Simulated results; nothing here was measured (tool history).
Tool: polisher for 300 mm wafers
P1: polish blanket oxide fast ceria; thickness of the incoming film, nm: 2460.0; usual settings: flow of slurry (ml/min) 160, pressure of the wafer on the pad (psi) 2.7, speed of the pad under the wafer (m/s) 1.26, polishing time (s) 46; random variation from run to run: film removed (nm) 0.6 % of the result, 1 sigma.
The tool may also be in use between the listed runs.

run,hour,flow of slurry (ml/min),pressure of the wafer on the pad (psi),speed of the pad under the wafer (m/s),polishing time (s),wafers polished on this pad,hours since the slurry nozzle was cleaned,hours since the head pressure was calibrated,film removed (nm)
1,9.0,160,2.7,1.26,46,449,183.8,485.5,782.86
2,24.5,160,2.7,1.26,46,638,199.3,501.0,792.42
3,33.0,160,3.4,1.66,46,741,207.8,509.5,1303.50
4,44.4,95,2.7,1.26,46,880,219.2,520.9,704.38
5,60.3,160,2.7,1.26,46,1073,235.1,536.8,793.08
6,69.0,160,2.7,1.26,70,1179,243.8,545.5,1210.70
7,81.5,160,1.9,1.26,46,1331,256.3,558.0,553.41
8,94.2,215,2.7,0.62,46,1485,269.0,570.7,409.79
9,105.7,160,2.7,1.26,46,1625,280.5,582.2,787.50
10,119.5,160,2.7,2.00,46,1793,294.3,596.0,1258.30
11,131.7,160,3.7,1.26,46,1941,306.5,608.2,1077.20
12,144.1,160,2.7,1.26,46,2092,318.9,620.6,796.62
13,158.6,160,2.7,0.72,46,2268,333.4,635.1,454.11
14,172.8,160,2.7,1.26,21,2441,347.6,649.3,359.06
15,187.8,205,2.7,1.26,46,2623,362.6,664.3,825.12
16,197.1,160,2.7,1.26,46,2737,371.9,673.6,793.31
17,204.8,160,2.7,1.26,46,2830,379.6,681.3,777.33

The next listed run, before its measurement:
18,212.4,160,2.7,1.26,46,2923,387.2,688.9,?

{"run 18": {"film removed (nm)": 759.12}}
